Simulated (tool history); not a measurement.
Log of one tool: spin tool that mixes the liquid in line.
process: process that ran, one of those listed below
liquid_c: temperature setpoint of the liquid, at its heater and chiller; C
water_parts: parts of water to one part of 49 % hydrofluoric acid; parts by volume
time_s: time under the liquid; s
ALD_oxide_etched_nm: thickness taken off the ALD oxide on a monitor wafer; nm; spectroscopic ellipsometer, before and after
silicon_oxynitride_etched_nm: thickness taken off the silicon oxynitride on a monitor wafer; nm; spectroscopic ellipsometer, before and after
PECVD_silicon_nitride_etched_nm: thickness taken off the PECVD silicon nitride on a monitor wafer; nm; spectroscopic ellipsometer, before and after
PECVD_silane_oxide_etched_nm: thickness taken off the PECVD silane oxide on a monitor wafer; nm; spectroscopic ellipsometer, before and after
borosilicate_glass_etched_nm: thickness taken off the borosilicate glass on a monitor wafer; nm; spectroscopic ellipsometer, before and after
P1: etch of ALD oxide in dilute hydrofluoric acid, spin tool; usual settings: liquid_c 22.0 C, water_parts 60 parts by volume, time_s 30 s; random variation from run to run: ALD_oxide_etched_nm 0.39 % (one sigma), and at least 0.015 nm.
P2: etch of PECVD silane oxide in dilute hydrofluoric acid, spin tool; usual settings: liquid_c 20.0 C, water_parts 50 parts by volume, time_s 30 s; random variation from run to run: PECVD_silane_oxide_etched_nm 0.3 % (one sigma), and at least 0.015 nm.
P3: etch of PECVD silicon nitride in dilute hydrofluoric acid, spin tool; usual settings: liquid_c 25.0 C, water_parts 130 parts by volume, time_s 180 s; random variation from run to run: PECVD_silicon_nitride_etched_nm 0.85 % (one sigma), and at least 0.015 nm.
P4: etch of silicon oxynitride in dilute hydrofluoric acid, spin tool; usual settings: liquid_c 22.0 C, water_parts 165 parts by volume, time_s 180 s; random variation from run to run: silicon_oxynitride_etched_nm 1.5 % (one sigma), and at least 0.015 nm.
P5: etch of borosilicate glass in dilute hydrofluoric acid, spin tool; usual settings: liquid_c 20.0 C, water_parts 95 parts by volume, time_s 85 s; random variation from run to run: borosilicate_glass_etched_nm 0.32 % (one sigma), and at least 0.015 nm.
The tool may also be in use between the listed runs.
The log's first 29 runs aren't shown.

run,hour,process,liquid_c,water_parts,time_s,ALD_oxide_etched_nm,silicon_oxynitride_etched_nm,PECVD_silicon_nitride_etched_nm,PECVD_silane_oxide_etched_nm,borosilicate_glass_etched_nm
30,232.5,P2,26.0,50,30,,,,18.1000,
31,240.0,P1,22.0,60,30,8.1028,,,,
32,248.0,P1,22.0,60,30,8.3153,,,,
33,252.8,P1,22.0,60,30,8.3667,,,,
34,258.3,P1,22.0,60,30,8.4492,,,,
35,263.3,P1,22.0,60,30,8.4996,,,,
36,273.5,P1,22.0,60,30,8.5466,,,,
37,283.7,P1,22.0,60,30,8.5414,,,,
38,290.8,P1,22.0,60,30,8.5885,,,,
39,299.7,P1,22.0,60,30,8.6552,,,,
40,305.5,P1,22.0,60,30,8.6147,,,,

Forecast run 41:
41,316.4,P1,22.0,60,30,?,,,,

ALD_oxide_etched_nm: 8.6852 nm

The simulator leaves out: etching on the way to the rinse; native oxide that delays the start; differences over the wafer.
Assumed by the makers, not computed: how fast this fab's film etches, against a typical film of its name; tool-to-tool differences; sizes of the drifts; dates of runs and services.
